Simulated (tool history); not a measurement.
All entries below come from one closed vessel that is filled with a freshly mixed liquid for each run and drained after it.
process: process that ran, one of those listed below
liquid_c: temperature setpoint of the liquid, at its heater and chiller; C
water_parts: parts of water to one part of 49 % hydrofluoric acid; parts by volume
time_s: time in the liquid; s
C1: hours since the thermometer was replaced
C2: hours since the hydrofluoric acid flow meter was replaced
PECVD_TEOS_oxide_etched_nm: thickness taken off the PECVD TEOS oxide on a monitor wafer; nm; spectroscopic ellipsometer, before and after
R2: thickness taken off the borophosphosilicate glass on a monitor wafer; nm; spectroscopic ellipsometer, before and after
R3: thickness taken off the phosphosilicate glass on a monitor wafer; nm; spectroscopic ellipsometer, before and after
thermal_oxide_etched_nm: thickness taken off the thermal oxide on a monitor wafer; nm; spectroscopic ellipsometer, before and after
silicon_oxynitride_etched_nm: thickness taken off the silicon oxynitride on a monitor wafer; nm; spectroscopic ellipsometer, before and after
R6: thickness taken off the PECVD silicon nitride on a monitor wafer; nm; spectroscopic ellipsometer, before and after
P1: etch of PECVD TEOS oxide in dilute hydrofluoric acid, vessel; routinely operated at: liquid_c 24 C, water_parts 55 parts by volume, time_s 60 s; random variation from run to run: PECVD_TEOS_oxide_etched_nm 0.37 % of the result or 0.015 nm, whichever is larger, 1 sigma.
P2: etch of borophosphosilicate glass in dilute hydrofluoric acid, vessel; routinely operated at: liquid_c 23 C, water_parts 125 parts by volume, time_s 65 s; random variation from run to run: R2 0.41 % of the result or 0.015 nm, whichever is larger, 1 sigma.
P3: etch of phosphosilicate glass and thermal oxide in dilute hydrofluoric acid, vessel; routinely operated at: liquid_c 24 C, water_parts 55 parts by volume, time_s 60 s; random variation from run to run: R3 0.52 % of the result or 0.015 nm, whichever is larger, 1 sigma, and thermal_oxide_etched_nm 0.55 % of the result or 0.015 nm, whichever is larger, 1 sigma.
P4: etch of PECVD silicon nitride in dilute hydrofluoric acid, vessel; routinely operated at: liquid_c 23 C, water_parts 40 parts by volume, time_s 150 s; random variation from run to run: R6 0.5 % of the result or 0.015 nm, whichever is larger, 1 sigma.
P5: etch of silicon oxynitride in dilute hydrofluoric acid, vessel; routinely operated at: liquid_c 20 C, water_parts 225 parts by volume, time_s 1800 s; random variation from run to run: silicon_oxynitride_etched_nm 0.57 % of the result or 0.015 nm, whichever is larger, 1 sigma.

Run 1, hour 11.9: process P1, liquid_c 24 C, water_parts 55 parts by volume, time_s 60 s; C1 463.6; C2 71.5. Result: PECVD_TEOS_oxide_etched_nm 25.154 nm.
Run 2, hour 22.8: process P2, liquid_c 27.5 C, water_parts 125 parts by volume, time_s 65 s; C1 474.5; C2 82.4. Result: R2 15.082 nm.
Run 3, hour 33.3: process P2, liquid_c 23 C, water_parts 125 parts by volume, time_s 30 s; C1 485; C2 92.9. Result: R2 5.842 nm.
Run 4, hour 44.9: process P1, liquid_c 24 C, water_parts 95 parts by volume, time_s 60 s; C1 496.6; C2 104.5. Result: PECVD_TEOS_oxide_etched_nm 13.859 nm.
Run 5, hour 50.9: process P3, liquid_c 24 C, water_parts 90 parts by volume, time_s 60 s; C1 502.6; C2 110.5. Result: R3 48.614 nm, thermal_oxide_etched_nm 3.1441 nm.
Run 6, hour 59.8: process P5, liquid_c 20 C, water_parts 65 parts by volume, time_s 1800 s; C1 511.5; C2 119.4. Result: silicon_oxynitride_etched_nm 109.37 nm.
Run 7, hour 69: process P1, liquid_c 24 C, water_parts 20 parts by volume, time_s 60 s; C1 520.7; C2 128.6. Result: PECVD_TEOS_oxide_etched_nm 72.26 nm.
Run 8, hour 76.1: process P1, liquid_c 24 C, water_parts 55 parts by volume, time_s 105 s; C1 527.8; C2 135.7. Result: PECVD_TEOS_oxide_etched_nm 43.684 nm.
Run 9, hour 83.6: process P2, liquid_c 23 C, water_parts 195 parts by volume, time_s 65 s; C1 535.3; C2 143.2. Result: R2 7.523 nm.
Run 10, hour 91.5: process P1, liquid_c 24 C, water_parts 55 parts by volume, time_s 60 s; C1 543.2; C2 151.1. Result: PECVD_TEOS_oxide_etched_nm 25.095 nm.
Run 11, hour 102.4: process P4, liquid_c 23 C, water_parts 40 parts by volume, time_s 150 s; C1 554.1; C2 162. Result: R6 7.224 nm.
Run 12, hour 111.5: process P5, liquid_c 17 C, water_parts 225 parts by volume, time_s 1800 s; C1 563.2; C2 171.1. Result: silicon_oxynitride_etched_nm 24.48 nm.
Run 13, hour 121.7: process P5, liquid_c 20 C, water_parts 225 parts by volume, time_s 1800 s; C1 573.4; C2 181.3. Result: silicon_oxynitride_etched_nm 28.425 nm.
Run 14, hour 128.3: process P4, liquid_c 19 C, water_parts 40 parts by volume, time_s 150 s; C1 580; C2 187.9. Result: R6 5.4382 nm.
Run 15, hour 137: process P1, liquid_c 24 C, water_parts 55 parts by volume, time_s 60 s; C1 588.7; C2 196.6. Result: PECVD_TEOS_oxide_etched_nm 25.149 nm.
Run 16, hour 142.6: process P3, liquid_c 24 C, water_parts 55 parts by volume, time_s 60 s; C1 594.3; C2 202.2. Result: R3 83.711 nm, thermal_oxide_etched_nm 5.3104 nm.
Run 17, hour 152.1: process P3, liquid_c 24 C, water_parts 55 parts by volume, time_s 60 s; C1 603.8; C2 211.7. Result: R3 83.842 nm, thermal_oxide_etched_nm 5.2967 nm.
Run 18, hour 162.7: process P2, liquid_c 23 C, water_parts 125 parts by volume, time_s 65 s; C1 614.4; C2 222.3. Result: R2 12.724 nm.
Run 19, hour 169.1: process P1, liquid_c 20 C, water_parts 55 parts by volume, time_s 60 s; C1 620.8; C2 228.7. Result: PECVD_TEOS_oxide_etched_nm 21.235 nm.
Run 20, hour 174.7: process P1, liquid_c 29 C, water_parts 35 parts by volume, time_s 60 s; C1 626.4; C2 234.3. Result: PECVD_TEOS_oxide_etched_nm 49.693 nm.
Run 21, hour 185.9: process P1, liquid_c 24 C, water_parts 55 parts by volume, time_s 60 s; C1 637.6; C2 245.5. Result: PECVD_TEOS_oxide_etched_nm 25.055 nm.
Run 22, hour 197.5: process P3, liquid_c 17.5 C, water_parts 55 parts by volume, time_s 60 s; C1 649.2; C2 257.1. Result: R3 62.917 nm, thermal_oxide_etched_nm 4.1085 nm.
Run 23, hour 209.8: process P5, liquid_c 20 C, water_parts 225 parts by volume, time_s 2910 s; C1 661.5; C2 269.4. Result: silicon_oxynitride_etched_nm 45.756 nm.
Run 24, hour 215.8: process P1, liquid_c 30.5 C, water_parts 30 parts by volume, time_s 60 s; C1 667.5; C2 275.4. Result: PECVD_TEOS_oxide_etched_nm 61.971 nm.
Run 25, hour 227.8: process P1, liquid_c 31 C, water_parts 55 parts by volume, time_s 60 s; C1 679.5; C2 287.4. Result: PECVD_TEOS_oxide_etched_nm 33.293 nm.
Run 26, hour 240.2: process P4, liquid_c 23 C, water_parts 60 parts by volume, time_s 150 s; C1 691.9; C2 299.8. Result: R6 4.8648 nm.
Run 27, hour 246.5: process P2, liquid_c 23 C, water_parts 125 parts by volume, time_s 65 s; C1 698.2; C2 306.1. Result: R2 12.734 nm.

The next listed run, before its measurement:
Run 28, hour 258.4: process P1, liquid_c 24 C, water_parts 55 parts by volume, time_s 30 s; C1 710.1; C2 318. Result: PECVD_TEOS_oxide_etched_nm ?.

{"run 28": {"PECVD_TEOS_oxide_etched_nm": 12.519}}
